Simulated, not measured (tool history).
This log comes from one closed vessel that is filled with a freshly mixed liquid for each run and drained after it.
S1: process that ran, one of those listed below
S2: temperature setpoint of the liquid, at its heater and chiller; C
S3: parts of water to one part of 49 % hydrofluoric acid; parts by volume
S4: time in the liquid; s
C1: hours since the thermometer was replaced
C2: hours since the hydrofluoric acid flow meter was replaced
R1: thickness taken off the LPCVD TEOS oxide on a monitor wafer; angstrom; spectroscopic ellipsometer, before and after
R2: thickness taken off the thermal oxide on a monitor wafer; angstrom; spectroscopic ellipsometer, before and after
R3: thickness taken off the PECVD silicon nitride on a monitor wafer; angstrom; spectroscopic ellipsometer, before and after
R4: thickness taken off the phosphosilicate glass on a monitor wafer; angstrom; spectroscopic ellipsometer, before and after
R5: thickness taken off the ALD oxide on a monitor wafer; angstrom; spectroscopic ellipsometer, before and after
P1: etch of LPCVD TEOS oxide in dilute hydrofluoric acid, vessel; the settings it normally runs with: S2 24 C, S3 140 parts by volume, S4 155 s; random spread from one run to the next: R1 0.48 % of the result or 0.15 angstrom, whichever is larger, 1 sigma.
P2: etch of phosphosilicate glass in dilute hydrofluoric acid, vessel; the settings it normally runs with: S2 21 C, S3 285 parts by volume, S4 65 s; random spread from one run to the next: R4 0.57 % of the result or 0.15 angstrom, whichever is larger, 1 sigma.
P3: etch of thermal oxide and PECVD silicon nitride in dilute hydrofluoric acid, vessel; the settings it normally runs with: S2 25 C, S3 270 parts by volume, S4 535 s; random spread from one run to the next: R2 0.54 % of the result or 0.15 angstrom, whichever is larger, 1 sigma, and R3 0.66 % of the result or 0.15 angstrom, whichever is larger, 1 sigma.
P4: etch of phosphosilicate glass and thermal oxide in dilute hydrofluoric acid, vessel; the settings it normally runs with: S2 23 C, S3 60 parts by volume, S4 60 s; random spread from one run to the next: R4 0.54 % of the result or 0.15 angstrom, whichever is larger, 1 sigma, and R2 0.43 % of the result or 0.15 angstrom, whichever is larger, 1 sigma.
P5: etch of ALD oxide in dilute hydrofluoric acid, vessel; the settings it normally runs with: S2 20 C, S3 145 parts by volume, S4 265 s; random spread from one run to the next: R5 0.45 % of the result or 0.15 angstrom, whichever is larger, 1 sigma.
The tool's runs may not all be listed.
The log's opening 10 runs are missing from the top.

| run | hour | S1 | S2 | S3 | S4 | C1 | C2 | R1 | R2 | R3 | R4 | R5 |
|---|---|---|---|---|---|---|---|---|---|---|---|---|
| 11 | 56.3 | P3 | 20.5 | 270 | 535 | 614.9 | 524 |  | 72.584 | 29.993 |  |  |
| 12 | 60.3 | P1 | 28.5 | 140 | 155 | 618.9 | 528 | 287.41 |  |  |  |  |
| 13 | 63.5 | P2 | 21 | 285 | 65 | 622.1 | 531.2 |  |  |  | 211.39 |  |
| 14 | 68.3 | P2 | 17 | 285 | 65 | 626.9 | 536 |  |  |  | 183.1 |  |
| 15 | 72.7 | P2 | 21 | 515 | 65 | 631.3 | 540.4 |  |  |  | 96.276 |  |
| 16 | 76.7 | P3 | 25 | 475 | 535 | 635.3 | 544.4 |  | 39.174 | 22.609 |  |  |
| 17 | 82.5 | P5 | 20 | 145 | 265 | 641.1 | 550.2 |  |  |  |  | 231 |
| 18 | 86.2 | P1 | 24 | 140 | 240 | 644.8 | 553.9 | 377.35 |  |  |  |  |
| 19 | 91.8 | P1 | 24 | 140 | 155 | 650.4 | 559.5 | 242.49 |  |  |  |  |
| 20 | 96.1 | P4 | 30 | 60 | 60 | 654.7 | 563.8 |  | 62.956 |  | 810.94 |  |
| 21 | 99.5 | P3 | 25 | 270 | 535 | 658.1 | 567.2 |  | 84.429 | 40.092 |  |  |
| 22 | 102.9 | P1 | 24 | 140 | 30 | 661.5 | 570.6 | 46.905 |  |  |  |  |
| 23 | 106.7 | P5 | 20 | 145 | 265 | 665.3 | 574.4 |  |  |  |  | 232.7 |
| 24 | 113 | P1 | 24 | 205 | 30 | 671.6 | 580.7 | 29.988 |  |  |  |  |
| 25 | 118.8 | P1 | 24 | 140 | 155 | 677.4 | 586.5 | 243.23 |  |  |  |  |
| 26 | 122.1 | P4 | 23 | 105 | 60 | 680.7 | 589.8 |  | 25.723 |  | 329.35 |  |
| 27 | 126.2 | P3 | 25 | 270 | 1020 | 684.8 | 593.9 |  | 161.27 | 76.851 |  |  |
| 28 | 132.9 | P5 | 20 | 145 | 30 | 691.5 | 600.6 |  |  |  |  | 26.252 |
| 29 | 136.1 | P5 | 17 | 145 | 265 | 694.7 | 603.8 |  |  |  |  | 204.97 |

The next listed run, before its measurement:
| 30 | 139.5 | P5 | 20 | 55 | 265 | 698.1 | 607.2 |  |  |  |  | ? |

Run 30 measured R5 669.44 angstrom.

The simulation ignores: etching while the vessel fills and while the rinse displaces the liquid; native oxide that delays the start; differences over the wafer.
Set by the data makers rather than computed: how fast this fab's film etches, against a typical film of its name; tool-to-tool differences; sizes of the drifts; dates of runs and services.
